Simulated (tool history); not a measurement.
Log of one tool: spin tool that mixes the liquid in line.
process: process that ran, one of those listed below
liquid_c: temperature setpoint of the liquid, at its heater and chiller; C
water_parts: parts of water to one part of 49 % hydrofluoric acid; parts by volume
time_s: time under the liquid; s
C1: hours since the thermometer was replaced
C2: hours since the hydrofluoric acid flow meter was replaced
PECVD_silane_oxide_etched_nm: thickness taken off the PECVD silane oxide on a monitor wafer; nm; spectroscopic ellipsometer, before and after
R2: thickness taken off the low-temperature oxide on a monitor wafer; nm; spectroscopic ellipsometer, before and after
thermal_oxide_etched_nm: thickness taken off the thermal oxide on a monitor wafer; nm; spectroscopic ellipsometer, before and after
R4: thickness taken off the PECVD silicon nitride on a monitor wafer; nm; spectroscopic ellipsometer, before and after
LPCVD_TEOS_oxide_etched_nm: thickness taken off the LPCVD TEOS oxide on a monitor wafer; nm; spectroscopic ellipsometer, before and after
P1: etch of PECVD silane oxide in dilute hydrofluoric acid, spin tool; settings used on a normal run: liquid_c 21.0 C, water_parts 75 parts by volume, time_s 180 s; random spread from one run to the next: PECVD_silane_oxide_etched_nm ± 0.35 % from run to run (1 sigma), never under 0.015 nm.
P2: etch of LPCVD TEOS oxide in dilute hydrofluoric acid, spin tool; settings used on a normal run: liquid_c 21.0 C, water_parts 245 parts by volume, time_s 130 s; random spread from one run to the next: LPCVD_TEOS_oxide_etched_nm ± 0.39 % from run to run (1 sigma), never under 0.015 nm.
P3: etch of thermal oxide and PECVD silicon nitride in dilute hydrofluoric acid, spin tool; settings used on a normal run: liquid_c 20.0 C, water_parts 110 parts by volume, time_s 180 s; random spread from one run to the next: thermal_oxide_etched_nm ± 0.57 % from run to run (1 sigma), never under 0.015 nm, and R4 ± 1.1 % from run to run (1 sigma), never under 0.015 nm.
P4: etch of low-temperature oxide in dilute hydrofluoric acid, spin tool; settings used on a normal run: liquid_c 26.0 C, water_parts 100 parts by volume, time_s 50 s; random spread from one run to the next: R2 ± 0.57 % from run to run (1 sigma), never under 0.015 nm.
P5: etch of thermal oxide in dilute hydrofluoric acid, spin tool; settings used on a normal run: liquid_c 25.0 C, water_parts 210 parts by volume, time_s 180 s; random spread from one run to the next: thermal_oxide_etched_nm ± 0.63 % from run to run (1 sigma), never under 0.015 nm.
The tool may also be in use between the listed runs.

{"run": 1, "hour": 9.8, "process": "P1", "liquid_c": 21.0, "water_parts": 75, "time_s": 180, "C1": 546.6, "C2": 279.5, "PECVD_silane_oxide_etched_nm": 32.852}
{"run": 2, "hour": 18.8, "process": "P4", "liquid_c": 26.0, "water_parts": 100, "time_s": 100, "C1": 555.6, "C2": 288.5, "R2": 16.56}
{"run": 3, "hour": 28.2, "process": "P1", "liquid_c": 21.0, "water_parts": 75, "time_s": 180, "C1": 565.0, "C2": 297.9, "PECVD_silane_oxide_etched_nm": 32.647}
{"run": 4, "hour": 37.7, "process": "P3", "liquid_c": 25.5, "water_parts": 110, "time_s": 180, "C1": 574.5, "C2": 307.4, "thermal_oxide_etched_nm": 8.2683, "R4": 3.4021}
{"run": 5, "hour": 44.5, "process": "P4", "liquid_c": 26.0, "water_parts": 45, "time_s": 50, "C1": 581.3, "C2": 314.2, "R2": 19.529}
{"run": 6, "hour": 54.2, "process": "P3", "liquid_c": 20.0, "water_parts": 40, "time_s": 180, "C1": 591.0, "C2": 323.9, "thermal_oxide_etched_nm": 19.833, "R4": 6.3819}
{"run": 7, "hour": 62.2, "process": "P1", "liquid_c": 21.0, "water_parts": 75, "time_s": 180, "C1": 599.0, "C2": 331.9, "PECVD_silane_oxide_etched_nm": 32.759}
{"run": 8, "hour": 71.0, "process": "P2", "liquid_c": 21.0, "water_parts": 80, "time_s": 130, "C1": 607.8, "C2": 340.7, "LPCVD_TEOS_oxide_etched_nm": 51.664}
{"run": 9, "hour": 77.3, "process": "P1", "liquid_c": 21.0, "water_parts": 30, "time_s": 180, "C1": 614.1, "C2": 347.0, "PECVD_silane_oxide_etched_nm": 86.789}
{"run": 10, "hour": 85.5, "process": "P5", "liquid_c": 25.0, "water_parts": 210, "time_s": 340, "C1": 622.3, "C2": 355.2, "thermal_oxide_etched_nm": 6.8953}
{"run": 11, "hour": 93.6, "process": "P1", "liquid_c": 21.0, "water_parts": 75, "time_s": 295, "C1": 630.4, "C2": 363.3, "PECVD_silane_oxide_etched_nm": 53.451}
{"run": 12, "hour": 103.0, "process": "P4", "liquid_c": 26.0, "water_parts": 100, "time_s": 50, "C1": 639.8, "C2": 372.7, "R2": 8.3184}
{"run": 13, "hour": 110.5, "process": "P2", "liquid_c": 21.0, "water_parts": 245, "time_s": 15, "C1": 647.3, "C2": 380.2, "LPCVD_TEOS_oxide_etched_nm": 1.6554}
{"hour": 115.6, "done": "thermometer replaced"}
{"run": 14, "hour": 118.3, "process": "P5", "liquid_c": 25.0, "water_parts": 40, "time_s": 180, "C1": 2.7, "C2": 388.0, "thermal_oxide_etched_nm": 23.357}
{"run": 15, "hour": 125.1, "process": "P1", "liquid_c": 27.0, "water_parts": 75, "time_s": 180, "C1": 9.5, "C2": 394.8, "PECVD_silane_oxide_etched_nm": 41.759}
{"run": 16, "hour": 130.6, "process": "P1", "liquid_c": 24.5, "water_parts": 20, "time_s": 180, "C1": 15.0, "C2": 400.3, "PECVD_silane_oxide_etched_nm": 152.72}
{"run": 17, "hour": 135.1, "process": "P5", "liquid_c": 25.0, "water_parts": 210, "time_s": 180, "C1": 19.5, "C2": 404.8, "thermal_oxide_etched_nm": 3.6105}
{"run": 18, "hour": 141.9, "process": "P5", "liquid_c": 28.5, "water_parts": 210, "time_s": 180, "C1": 26.3, "C2": 411.6, "thermal_oxide_etched_nm": 4.1221}

Forecast run 19:
{"run": 19, "hour": 147.8, "process": "P3", "liquid_c": 20.0, "water_parts": 110, "time_s": 180, "C1": 32.2, "C2": 417.5, "thermal_oxide_etched_nm": "?", "R4": "?"}

{"run 19": {"thermal_oxide_etched_nm": 6.6437, "R4": 2.3809}}
